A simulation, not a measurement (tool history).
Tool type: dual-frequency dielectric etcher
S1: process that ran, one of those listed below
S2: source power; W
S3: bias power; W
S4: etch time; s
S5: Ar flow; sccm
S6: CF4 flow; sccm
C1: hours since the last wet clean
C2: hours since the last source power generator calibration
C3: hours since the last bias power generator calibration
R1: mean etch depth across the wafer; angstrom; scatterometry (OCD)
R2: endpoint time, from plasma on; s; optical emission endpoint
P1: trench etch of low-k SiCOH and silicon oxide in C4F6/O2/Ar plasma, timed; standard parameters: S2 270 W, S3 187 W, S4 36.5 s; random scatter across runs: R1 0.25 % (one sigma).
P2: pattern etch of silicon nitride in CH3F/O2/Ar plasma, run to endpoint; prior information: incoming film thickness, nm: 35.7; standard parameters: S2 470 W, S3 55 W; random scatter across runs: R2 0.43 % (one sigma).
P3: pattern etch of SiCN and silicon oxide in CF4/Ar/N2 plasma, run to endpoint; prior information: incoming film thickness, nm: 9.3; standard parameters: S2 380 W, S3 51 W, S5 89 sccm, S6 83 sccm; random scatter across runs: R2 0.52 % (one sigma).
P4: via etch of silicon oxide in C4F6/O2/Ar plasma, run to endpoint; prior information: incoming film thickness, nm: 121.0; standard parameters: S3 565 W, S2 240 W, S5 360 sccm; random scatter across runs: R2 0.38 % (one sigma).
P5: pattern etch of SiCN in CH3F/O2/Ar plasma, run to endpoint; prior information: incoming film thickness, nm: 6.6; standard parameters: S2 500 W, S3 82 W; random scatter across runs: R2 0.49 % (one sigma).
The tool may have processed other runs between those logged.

run	hour	S1	S2	S3	S4	S5	S6	C1	C2	C3	R1	R2
1	11.7	P1	270	187	36.5			261.5	2588.2	1925	1026.2	
2	19	P5	500	82				268.8	2595.5	1932.3		15.566
3	28.5	P4	240	565		360		278.3	2605	1941.8		31.812
4	39.2	P3	380	51		89	83	289	2615.7	1952.5		13.36
5	49.7	P4	160	565		360		299.5	2626.2	1963		36.749
6	60.6	P5	500	82				310.4	2637.1	1973.9		15.379
7	70.7	P2	380	55				320.5	2647.2	1984		58.643
8	79.7	P1	270	187	23			329.5	2656.2	1993	642.76	
9	90.5	P1	270	187	36.5			340.3	2667	2003.8	1016.3	
10	97.7	P3	380	51		89	49	347.5	2674.2	2011		14.521
11	108.3	P3	380	51		112	83	358.1	2684.8	2021.6		13.862
12	116.2	P1	270	187	36.5			366	2692.7	2029.5	1017.7	
13	122.6	P1	270	187	36.5			372.4	2699.1	2035.9	1020	
14	131	P1	160	187	36.5			380.8	2707.5	2044.3	834.72	
15	140.4	P4	240	742		360		390.2	2716.9	2053.7		28.51
16	147.7	P3	520	51		89	83	397.5	2724.2	2061		10.057
17	154.5	P1	270	187	36.5			404.3	2731	2067.8	1021.9	
18	166.1	P4	240	565		485		415.9	2742.6	2079.4		32.822
19	176.3	P2	470	55				426.1	2752.8	2089.6		53.975
20	183.5	P1	270	115	36.5			433.3	2760	2096.8	878.03	
21	189.7	P1	270	248	36.5			439.5	2766.2	2103	1124.4	
22	199.5	P5	500	55				449.3	2776	2112.8		17.728
23	210.4	P1	340	187	50.5			460.2	2786.9	2123.7	1544	
24	218.4	P5	350	82				468.2	2794.9	2131.7		17.602
25	224.2	P1	270	187	46			474	2800.7	2137.5	1285.1	
26	233.6	P3	380	30		89	83	483.4	2810.1	2146.9		15.416
27	239.7	P1	180	187	24.5			489.5	2816.2	2153	586.44	
28	246	P1	370	187	36.5			495.8	2822.5	2159.3	1152.6	
29	254.2	P2	470	42				504	2830.7	2167.5		58.631
30	263.6	P1	270	187	36.5			513.4	2840.1	2176.9	1026.9	
31	271.6	P1	270	187	36.5			521.4	2848.1	2184.9	1014.8	
32	280.6	P1	270	187	36.5			530.4	2857.1	2193.9	1007.6	
33	292.3	P1	270	187	36.5			542.1	2868.8	2205.6	1010.6	
34	303.8	P1	270	187	36.5			553.6	2880.3	2217.1	1009.4	
35	315.9	P1	270	187	36.5			565.7	2892.4	2229.2	1007.8	
# hour 321.3: wet clean of the chamber
36	325	P1	270	187	36.5			3.8	2901.5	2238.3	1006.8	
37	334.6	P1	270	187	36.5			13.4	2911.1	2247.9	1007.3	
38	343.5	P1	270	187	36.5			22.3	2920	2256.8	1004.8	

P1 no longer gives what it gave before; its output has crept away from where it was. The following 2 causes, each at its listed size, fit the log equally well:
A: bias power that arrives under what is set, % = 3.96
B: source power that arrives under what is set, % = 3.36
Onset of the creep was near hour 263.6.
Other possible causes, and why each is ruled out:
chamber walls in a state that lowers the etch rate, %: serviced at hour 321.3, after the change had begun; the process did not return to its earlier output

The 4 check runs listed below each average the results of 5 wafers, and their outcomes are marked with question marks. Under which run would the listed causes produce clearly different results?
check 1	352.4	P5	500	62								?
check 2	352.4	P4	170	565		360						?
check 3	352.4	P3	380	34		89	83					?
check 4	352.4	P2	470	43								?

What each check would give under each cause:
check	result	if A	if B
check 1	R2	17.266	17.258
check 2	R2	36.496	36.367
check 3	R2	15.177	15.487
check 4	R2	59.02	59.119
How far apart the two closest causes lie, in the result that separates them most: check 1 0.04 %; check 2 0.35 %; check 3 2.02 %; check 4 0.17 %
Only in check 3 would the causes give clearly different results; in the remaining checks their results would be nearly the same.

Check 3 has now been run. It gave: R2 15.494 s. Which of the candidate causes is it?

Of the candidate causes, it is B: source power that arrives under what is set, %.
